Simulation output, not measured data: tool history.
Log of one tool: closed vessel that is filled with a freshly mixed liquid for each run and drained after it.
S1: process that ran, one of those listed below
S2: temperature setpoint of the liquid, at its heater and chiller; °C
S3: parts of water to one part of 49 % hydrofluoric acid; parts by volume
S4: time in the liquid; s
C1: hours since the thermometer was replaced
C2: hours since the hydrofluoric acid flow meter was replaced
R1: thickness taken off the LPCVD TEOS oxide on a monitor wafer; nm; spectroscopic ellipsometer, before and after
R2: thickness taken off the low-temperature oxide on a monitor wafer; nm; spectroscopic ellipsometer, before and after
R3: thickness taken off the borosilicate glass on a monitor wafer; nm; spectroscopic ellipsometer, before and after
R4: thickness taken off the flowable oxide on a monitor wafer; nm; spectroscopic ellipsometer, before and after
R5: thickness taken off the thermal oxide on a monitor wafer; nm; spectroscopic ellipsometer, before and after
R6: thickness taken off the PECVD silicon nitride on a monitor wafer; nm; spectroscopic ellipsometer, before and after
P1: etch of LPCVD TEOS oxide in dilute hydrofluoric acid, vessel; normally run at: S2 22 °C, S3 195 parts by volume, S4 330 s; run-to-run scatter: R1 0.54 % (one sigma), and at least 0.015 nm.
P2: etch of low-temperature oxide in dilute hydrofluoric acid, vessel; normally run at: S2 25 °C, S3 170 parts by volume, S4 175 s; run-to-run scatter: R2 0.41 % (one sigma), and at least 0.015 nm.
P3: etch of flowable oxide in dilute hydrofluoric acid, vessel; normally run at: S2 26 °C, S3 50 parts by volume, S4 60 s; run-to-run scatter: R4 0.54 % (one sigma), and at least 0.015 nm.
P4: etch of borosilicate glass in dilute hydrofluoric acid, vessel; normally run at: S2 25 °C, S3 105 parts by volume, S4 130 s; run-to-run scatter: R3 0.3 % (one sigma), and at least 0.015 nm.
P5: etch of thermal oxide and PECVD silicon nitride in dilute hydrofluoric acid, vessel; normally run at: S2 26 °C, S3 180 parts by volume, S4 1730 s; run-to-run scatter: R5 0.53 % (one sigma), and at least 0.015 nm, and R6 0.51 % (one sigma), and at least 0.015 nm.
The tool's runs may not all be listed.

| run | hour | S1 | S2 | S3 | S4 | C1 | C2 | R1 | R2 | R3 | R4 | R5 | R6 |
|---|---|---|---|---|---|---|---|---|---|---|---|---|---|
| 1 | 4.6 | P1 | 22 | 195 | 330 | 1352.3 | 195.9 | 46.66 |  |  |  |  |  |
| 2 | 9.1 | P2 | 25 | 170 | 325 | 1356.8 | 200.4 |  | 52.011 |  |  |  |  |
| 3 | 14.3 | P4 | 21.5 | 105 | 130 | 1362 | 205.6 |  |  | 32.931 |  |  |  |
| 4 | 19.7 | P1 | 22 | 320 | 330 | 1367.4 | 211 | 25.322 |  |  |  |  |  |
| 5 | 22.8 | P3 | 26 | 30 | 60 | 1370.5 | 214.1 |  |  |  | 59.6 |  |  |
| 6 | 27 | P1 | 22 | 195 | 330 | 1374.7 | 218.3 | 46.549 |  |  |  |  |  |
| 7 | 30.2 | P1 | 22 | 195 | 330 | 1377.9 | 221.5 | 46.481 |  |  |  |  |  |
| 8 | 35.7 | P2 | 25 | 260 | 175 | 1383.4 | 227 |  | 16.558 |  |  |  |  |
| 9 | 39.8 | P1 | 22 | 110 | 330 | 1387.5 | 231.1 | 90.022 |  |  |  |  |  |
| 10 | 42.6 | P5 | 26 | 180 | 355 | 1390.3 | 233.9 |  |  |  |  | 9.0276 | 7.5162 |
| 11 | 46 | P1 | 22 | 195 | 330 | 1393.7 | 237.3 | 46.867 |  |  |  |  |  |
| 12 | 50 | P1 | 27.5 | 195 | 330 | 1397.7 | 241.3 | 57.059 |  |  |  |  |  |
| 13 | 53.8 | P5 | 26 | 180 | 1730 | 1401.5 | 245.1 |  |  |  |  | 44.163 | 36.795 |
| 14 | 58.5 | P1 | 22 | 320 | 490 | 1406.2 | 249.8 | 37.175 |  |  |  |  |  |
| 15 | 63.5 | P4 | 25 | 105 | 130 | 1411.2 | 254.8 |  |  | 37.873 |  |  |  |
| 16 | 67.7 | P2 | 18 | 170 | 175 | 1415.4 | 259 |  | 21.385 |  |  |  |  |
| 17 | 71.7 | P3 | 20.5 | 50 | 60 | 1419.4 | 263 |  |  |  | 27.576 |  |  |
| 18 | 74.7 | P5 | 32.5 | 180 | 1730 | 1422.4 | 266 |  |  |  |  | 55.62 | 54.641 |
| 19 | 79.3 | P5 | 26 | 75 | 1730 | 1427 | 270.6 |  |  |  |  | 121.35 | 87.809 |
| 20 | 82.3 | P1 | 22 | 195 | 330 | 1430 | 273.6 | 46.279 |  |  |  |  |  |
| 21 | 86 | P1 | 22 | 195 | 605 | 1433.7 | 277.3 | 85.335 |  |  |  |  |  |
| 22 | 90 | P2 | 25 | 170 | 175 | 1437.7 | 281.3 |  | 28.047 |  |  |  |  |
| 23 | 92.5 | P1 | 17 | 195 | 330 | 1440.2 | 283.8 | 38.391 |  |  |  |  |  |
| 24 | 96.6 | P3 | 26 | 50 | 60 | 1444.3 | 287.9 |  |  |  | 34.827 |  |  |
| 25 | 100.6 | P3 | 26 | 50 | 110 | 1448.3 | 291.9 |  |  |  | 63.153 |  |  |
| 26 | 105.1 | P4 | 25 | 105 | 30 | 1452.8 | 296.4 |  |  | 8.8226 |  |  |  |
| 27 | 110.1 | P4 | 25 | 65 | 130 | 1457.8 | 301.4 |  |  | 64.501 |  |  |  |
| 28 | 112.6 | P4 | 25 | 105 | 130 | 1460.3 | 303.9 |  |  | 38.06 |  |  |  |
| 29 | 115.4 | P1 | 22 | 350 | 475 | 1463.1 | 306.7 | 32.184 |  |  |  |  |  |
| 30 | 121.1 | P1 | 22 | 195 | 100 | 1468.8 | 312.4 | 14.057 |  |  |  |  |  |
| 31 | 125.7 | P2 | 25 | 170 | 175 | 1473.4 | 317 |  | 28.034 |  |  |  |  |
| 32 | 131.3 | P1 | 22 | 195 | 330 | 1479 | 322.6 | 46.286 |  |  |  |  |  |
| 33 | 136.2 | P1 | 22 | 195 | 330 | 1483.9 | 327.5 | 47.69 |  |  |  |  |  |
| 34 | 138.7 | P1 | 22 | 195 | 330 | 1486.4 | 330 | 48.533 |  |  |  |  |  |
| 35 | 142.2 | P1 | 22 | 195 | 330 | 1489.9 | 333.5 | 48.875 |  |  |  |  |  |
| 36 | 147.2 | P1 | 22 | 195 | 330 | 1494.9 | 338.5 | 49.248 |  |  |  |  |  |
| 37 | 152.1 | P1 | 22 | 195 | 330 | 1499.8 | 343.4 | 49.269 |  |  |  |  |  |
| 38 | 156.8 | P1 | 22 | 195 | 330 | 1504.5 | 348.1 | 49.606 |  |  |  |  |  |
| 39 | 162.3 | P1 | 22 | 195 | 330 | 1510 | 353.6 | 50.032 |  |  |  |  |  |
| 40 | 167 | P1 | 22 | 195 | 330 | 1514.7 | 358.3 | 49.791 |  |  |  |  |  |

What P1 gives has crept away from where it was. These 2 causes fit the log equally well, each at the size given:
A: liquid hotter than its thermometer reads (K) = 1.77
B: hydrofluoric acid flow above the setpoint (%) = 5.68
The creep began at about hour 131.3.

4 check runs are offered, one wafer each, their results left as question marks. Which one tells the causes apart?
| check 1 | 171.7 | P4 | 25 | 105 | 130 |  |  |  |  | ? |  |  |  |
| check 2 | 171.7 | P3 | 26 | 50 | 60 |  |  |  |  |  | ? |  |  |
| check 3 | 171.7 | P5 | 26 | 180 | 1730 |  |  |  |  |  |  | ? | ? |
| check 4 | 171.7 | P2 | 25 | 170 | 175 |  |  |  | ? |  |  |  |  |

What each check would give under each cause:
| check | result | if A | if B |
|---|---|---|---|
| check 1 | R3 | 40.67 | 40.411 |
| check 2 | R4 | 37.259 | 36.809 |
| check 3 | R5 | 47.075 | 47.177 |
| check 3 | R6 | 40.934 | 38.754 |
| check 4 | R2 | 29.94 | 29.95 |
How far apart the two closest causes lie, in the result that separates them most: check 1 0.64 %; check 2 1.21 %; check 3 5.47 %; check 4 0.03 %
Only check 3 tells the causes apart: in the others they would give nearly the same result.

Then check 3 was run and gave: R5 47.054 nm; R6 41.201 nm. Which cause is it?

It is A: liquid hotter than its thermometer reads (K).
